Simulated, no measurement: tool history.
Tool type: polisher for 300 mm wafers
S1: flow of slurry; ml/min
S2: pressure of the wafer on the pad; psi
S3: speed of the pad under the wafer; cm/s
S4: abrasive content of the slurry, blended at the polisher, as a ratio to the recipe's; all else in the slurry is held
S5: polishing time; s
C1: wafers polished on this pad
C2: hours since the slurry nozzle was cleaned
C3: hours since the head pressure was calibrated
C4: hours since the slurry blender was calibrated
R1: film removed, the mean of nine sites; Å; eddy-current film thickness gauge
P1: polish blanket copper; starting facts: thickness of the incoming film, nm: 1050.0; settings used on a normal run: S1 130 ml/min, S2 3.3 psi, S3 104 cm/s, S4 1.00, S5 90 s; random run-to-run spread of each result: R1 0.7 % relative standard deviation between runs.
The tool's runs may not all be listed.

run,hour,S1,S2,S3,S4,S5,C1,C2,C3,C4,R1
1,7.3,130,3.3,104,1.00,90,421,451.0,191.4,190.1,2889.5
2,12.9,130,3.3,104,1.00,43,473,456.6,197.0,195.7,1399.2
3,20.0,130,3.3,104,1.00,90,539,463.7,204.1,202.8,2912.6
4,24.1,130,3.3,104,1.50,90,577,467.8,208.2,206.9,3170.7
5,28.2,130,5.3,104,1.00,90,615,471.9,212.3,211.0,4691.2
6,35.6,130,3.3,104,1.00,90,683,479.3,219.7,218.4,2898.2
7,44.1,130,3.3,104,1.00,90,762,487.8,228.2,226.9,2920.6
8,50.6,130,1.7,104,1.00,90,822,494.3,234.7,233.4,1486.0
9,56.8,90,3.3,104,1.00,90,880,500.5,240.9,239.6,2681.3
10,60.9,130,3.3,104,1.00,136,918,504.6,245.0,243.7,4401.8
11,69.4,170,3.3,104,1.00,90,997,513.1,253.5,252.2,3032.5
12,77.7,190,4.3,104,1.00,90,1074,521.4,261.8,260.5,4009.3
13,83.2,130,3.3,52,1.00,90,1125,526.9,267.3,266.0,1452.7
14,90.9,130,3.3,104,1.00,90,1196,534.6,275.0,273.7,2952.9
15,96.4,130,3.3,154,1.00,90,1247,540.1,280.5,279.2,4290.6
16,103.9,130,3.3,104,0.55,90,1317,547.6,288.0,286.7,2620.2
17,109.5,130,3.3,104,1.00,90,1369,553.2,293.6,292.3,2899.8
18,113.6,130,3.3,104,1.00,90,1407,557.3,297.7,296.4,2842.2
19,121.4,130,3.3,104,1.00,90,1479,565.1,305.5,304.2,2780.6
20,125.6,130,3.3,104,1.00,90,1518,569.3,309.7,308.4,2719.2
21,132.5,130,3.3,104,1.00,90,1582,576.2,316.6,315.3,2707.5
# hour 133.7: slurry blender recalibrated
# hour 136.4: worn pad replaced by a new one
22,136.6,130,3.3,104,1.00,90,2,580.3,320.7,3.0,2669.0
23,142.1,130,3.3,104,1.00,90,53,585.8,326.2,8.5,2644.3
24,150.7,130,3.3,104,1.00,90,132,594.4,334.8,17.1,2610.6
25,158.4,130,3.3,104,1.00,90,204,602.1,342.5,24.8,2616.5
26,165.3,130,3.3,104,1.00,90,268,609.0,349.4,31.7,2631.1
27,169.8,130,3.3,104,1.00,90,310,613.5,353.9,36.2,2593.9

Something has made what P1 gives creep away from where it was; the 2 causes below, each at its own stated size, fit the log equally well:
A: head's pressure below its setpoint, % = 10.4
B: slurry flow missing at the pad, % = 36.7
The onset of the drift is placed at about hour 109.5.
Why every other cause is out:
removal rate lost through wear of the pad, %: serviced at hour 136.4, after the drift had started, without restoring the earlier output
abrasive missing from the slurry, %: serviced at hour 133.7, after the drift had started, without restoring the earlier output

The 4 check runs listed below each average the results of 3 wafers, and their outcomes are marked with question marks. Under which run would the listed causes produce clearly different results?
check 1,174.3,130,1.8,104,1.35,90,,,,,?
check 2,174.3,130,3.3,104,0.60,44,,,,,?
check 3,174.3,130,5.2,104,0.60,90,,,,,?
check 4,174.3,100,3.3,104,0.55,90,,,,,?

If the cause were each of the candidates in turn, the checks would give the following:
check,result,if A,if B
check 1,R1,1516.9,1515.8
check 2,R1,1145.3,1144.5
check 3,R1,3691.4,3688.9
check 4,R1,2172.7,2110.8
Per check, the gap between the least separated pair of causes, taken in the result that splits them most: check 1 0.07 %; check 2 0.07 %; check 3 0.07 %; check 4 2.89 %
The other checks would show nearly matching results whichever cause is true, so check 4 is the only one that separates the causes.

With check 4 done, the readings were: R1 2102.1 Å. Identify which of the listed causes applies.

It is B: slurry flow missing at the pad, %.
